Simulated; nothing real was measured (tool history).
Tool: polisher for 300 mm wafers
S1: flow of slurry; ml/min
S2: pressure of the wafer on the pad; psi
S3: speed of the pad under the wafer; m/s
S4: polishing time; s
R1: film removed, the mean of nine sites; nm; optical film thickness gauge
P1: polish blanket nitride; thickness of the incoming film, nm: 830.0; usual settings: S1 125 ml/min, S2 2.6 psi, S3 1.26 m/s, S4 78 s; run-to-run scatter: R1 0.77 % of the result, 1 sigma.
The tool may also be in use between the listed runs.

run    day   S1   S2    S3   S4      R1
  1  0.296  125  2.6  1.26   78  142.52
  2  0.596  125  2.6  1.26   78  141.62
  3  0.854  125  2.6  1.26  120  215.51
  4  1.046   75  2.6  1.26   78  124.89
  5  1.408  125  2.6  1.26   78  140.58
  6  1.625  125  2.6  1.88   78  190.95
  7      2  125  3.9  1.26   78  211.12
  8  2.321  170  2.6  1.26   78  149.04
  9  2.567  125  2.6  0.64  117  123.61
 10  2.946  125  2.6  1.26   78  139.13
 11  3.208  125  2.6  0.68   78  85.625
 12  3.371  125  1.9  1.26   78   103.2
 13   3.65  125  2.6  1.26   78  140.02
 14  3.967  125  2.6  1.26   78  141.79
 15  4.279  125  2.6  1.26   41  73.481
 16  4.658  125  2.6  1.26   78  139.91
 17  4.892  125  2.6  1.26   78  137.25
 18  5.217  125  2.6  1.26   78  131.24
 19  5.525  125  2.6  1.26   78  131.93
 20  5.758  125  2.6  1.26   78  131.13
 21   5.95  125  2.6  1.26   78  128.05
 22  6.238  125  2.6  1.26   78  129.59
     6.471  -- head pressure recalibrated
 23  6.554  125  2.6  1.26   78  129.49
 24  6.883  125  2.6  1.26   78  128.75
 25  7.142  125  2.6  1.26   78   127.8

What P1 gives has crept away from where it was. These 2 causes fit the log equally well, each at the size given:
A: slurry flow missing at the pad, % = 32.1
B: removal rate lost through wear of the pad, % = 9.03
The creep began at about day 4.658.
Why every other cause is out:
head's pressure below its setpoint, %: serviced at day 6.471, which brought nothing back

4 check runs are offered, each on 3 wafers whose results are averaged, their results left as question marks. Which one tells the causes apart?
check 1  7.4  125  2.6  0.78  78   ?
check 2  7.4   85  2.6   1.8  78   ?
check 3  7.4  125  3.5  1.26  53   ?
check 4  7.4  125  2.6  1.82  78   ?

What each check would give under each cause:
  check  result    if A    if B
check 1      R1  87.208  87.221
check 2      R1  149.26  154.95
check 3      R1  117.07  117.09
check 4      R1  171.77  171.79
How far apart the two closest causes lie, in the result that separates them most: check 1 0.01 %; check 2 3.74 %; check 3 0.01 %; check 4 0.01 %
Only check 2 tells the causes apart: in the others they would give nearly the same result.

Then check 2 was run and gave: R1 155.85 nm. Which cause is it?

It is B: removal rate lost through wear of the pad, %.
